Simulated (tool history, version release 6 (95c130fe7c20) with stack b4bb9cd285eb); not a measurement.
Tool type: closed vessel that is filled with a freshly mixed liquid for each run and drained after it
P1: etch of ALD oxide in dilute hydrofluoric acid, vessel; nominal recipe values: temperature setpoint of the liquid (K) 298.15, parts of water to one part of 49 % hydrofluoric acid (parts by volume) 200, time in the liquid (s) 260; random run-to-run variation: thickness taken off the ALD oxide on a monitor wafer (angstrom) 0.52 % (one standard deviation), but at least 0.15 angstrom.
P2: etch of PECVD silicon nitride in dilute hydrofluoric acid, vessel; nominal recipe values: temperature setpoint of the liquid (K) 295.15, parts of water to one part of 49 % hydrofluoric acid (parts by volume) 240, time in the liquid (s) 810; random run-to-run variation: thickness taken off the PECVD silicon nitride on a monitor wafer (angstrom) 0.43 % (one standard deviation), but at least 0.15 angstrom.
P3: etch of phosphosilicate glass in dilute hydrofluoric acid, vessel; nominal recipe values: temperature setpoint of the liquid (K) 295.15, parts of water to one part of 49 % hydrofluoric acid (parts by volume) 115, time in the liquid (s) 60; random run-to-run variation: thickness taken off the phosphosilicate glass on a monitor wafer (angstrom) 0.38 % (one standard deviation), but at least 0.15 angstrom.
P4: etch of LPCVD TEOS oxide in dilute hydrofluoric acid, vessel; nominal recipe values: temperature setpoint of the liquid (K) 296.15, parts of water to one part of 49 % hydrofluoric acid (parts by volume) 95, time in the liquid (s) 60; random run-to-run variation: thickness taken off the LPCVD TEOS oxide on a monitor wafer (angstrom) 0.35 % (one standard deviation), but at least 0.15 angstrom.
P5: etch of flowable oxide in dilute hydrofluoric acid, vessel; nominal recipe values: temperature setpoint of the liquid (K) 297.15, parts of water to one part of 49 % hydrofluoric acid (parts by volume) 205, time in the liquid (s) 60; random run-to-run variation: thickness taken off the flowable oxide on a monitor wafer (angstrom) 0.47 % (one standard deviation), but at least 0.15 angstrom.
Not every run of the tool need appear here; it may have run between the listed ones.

| run | hour | process that ran | temperature setpoint of the liquid (K) | parts of water to one part of 49 % hydrofluoric acid (parts by volume) | time in the liquid (s) | hours since the thermometer was replaced | hours since the hydrofluoric acid flow meter was replaced | thickness taken off the ALD oxide on a monitor wafer (angstrom) | thickness taken off the PECVD silicon nitride on a monitor wafer (angstrom) | thickness taken off the flowable oxide on a monitor wafer (angstrom) | thickness taken off the LPCVD TEOS oxide on a monitor wafer (angstrom) | thickness taken off the phosphosilicate glass on a monitor wafer (angstrom) |
|---|---|---|---|---|---|---|---|---|---|---|---|---|
| 1 | 9.8 | P1 | 298.15 | 200 | 260 | 1082.3 | 1144.4 | 294.780 |  |  |  |  |
| 2 | 15.3 | P1 | 298.15 | 70 | 260 | 1087.8 | 1149.9 | 990.270 |  |  |  |  |
| 3 | 24.2 | P2 | 295.15 | 85 | 810 | 1096.7 | 1158.8 |  | 182.150 |  |  |  |
| 4 | 33.8 | P5 | 297.15 | 205 | 30 | 1106.3 | 1168.4 |  |  | 62.854 |  |  |
| 5 | 43.4 | P4 | 303.65 | 95 | 60 | 1115.9 | 1178.0 |  |  |  | 205.56 |  |
| 6 | 51.0 | P4 | 296.15 | 95 | 60 | 1123.5 | 1185.6 |  |  |  | 152.96 |  |
| 7 | 58.8 | P1 | 298.15 | 200 | 30 | 1131.3 | 1193.4 | 33.777 |  |  |  |  |
| 8 | 67.1 | P4 | 296.15 | 95 | 95 | 1139.6 | 1201.7 |  |  |  | 242.96 |  |
| 9 | 73.7 | P1 | 298.15 | 200 | 260 | 1146.2 | 1208.3 | 297.170 |  |  |  |  |
| 10 | 84.0 | P3 | 295.15 | 115 | 60 | 1156.5 | 1218.6 |  |  |  |  | 498.98 |
| 11 | 92.3 | P3 | 303.65 | 115 | 60 | 1164.8 | 1226.9 |  |  |  |  | 691.57 |
| 12 | 101.6 | P2 | 295.15 | 240 | 810 | 1174.1 | 1236.2 |  | 65.663 |  |  |  |
| 13 | 107.7 | P3 | 295.15 | 25 | 60 | 1180.2 | 1242.3 |  |  |  |  | 2562.20 |
| 14 | 112.7 | P5 | 290.15 | 205 | 60 | 1185.2 | 1247.3 |  |  | 96.206 |  |  |
| 15 | 122.4 | P1 | 298.15 | 200 | 260 | 1194.9 | 1257.0 | 293.880 |  |  |  |  |
| 16 | 128.0 | P2 | 295.15 | 240 | 1315 | 1200.5 | 1262.6 |  | 106.450 |  |  |  |
| 17 | 135.1 | P1 | 298.15 | 200 | 445 | 1207.6 | 1269.7 | 505.060 |  |  |  |  |
| 18 | 140.2 | P1 | 306.15 | 200 | 260 | 1212.7 | 1274.8 | 387.940 |  |  |  |  |
| 19 | 149.6 | P4 | 296.15 | 135 | 60 | 1222.1 | 1284.2 |  |  |  | 103.52 |  |
| 20 | 155.0 | P1 | 298.15 | 320 | 260 | 1227.5 | 1289.6 | 161.520 |  |  |  |  |
| 21 | 163.0 | P2 | 295.15 | 240 | 810 | 1235.5 | 1297.6 |  | 65.359 |  |  |  |
| 22 | 168.4 | P5 | 297.15 | 205 | 60 | 1240.9 | 1303.0 |  |  | 124.970 |  |  |
| 23 | 177.2 | P1 | 298.15 | 200 | 260 | 1249.7 | 1311.8 | 295.210 |  |  |  |  |
| 24 | 185.9 | P2 | 302.65 | 240 | 810 | 1258.4 | 1320.5 |  | 104.220 |  |  |  |
| 25 | 194.1 | P3 | 295.15 | 115 | 120 | 1266.6 | 1328.7 |  |  |  |  | 995.04 |
| 26 | 198.7 | P1 | 291.15 | 200 | 260 | 1271.2 | 1333.3 | 225.490 |  |  |  |  |
| 27 | 205.1 | P1 | 293.65 | 200 | 60 | 1277.6 | 1339.7 | 57.405 |  |  |  |  |
| 28 | 215.0 | P5 | 297.15 | 360 | 60 | 1287.5 | 1349.6 |  |  | 61.337 |  |  |
| 29 | 222.4 | P1 | 298.15 | 200 | 260 | 1294.9 | 1357.0 | 294.440 |  |  |  |  |
| 30 | 228.9 | P1 | 298.15 | 200 | 260 | 1301.4 | 1363.5 | 293.850 |  |  |  |  |
| 31 | 234.6 | P1 | 298.15 | 200 | 260 | 1307.1 | 1369.2 | 282.780 |  |  |  |  |
| 32 | 244.2 | P1 | 298.15 | 200 | 260 | 1316.7 | 1378.8 | 277.960 |  |  |  |  |

What will run 33 give?
| 33 | 249.9 | P1 | 298.15 | 200 | 260 | 1322.4 | 1384.5 | ? |  |  |  |  |

Run 33 came out at thickness taken off the ALD oxide on a monitor wafer (angstrom) 275.640.
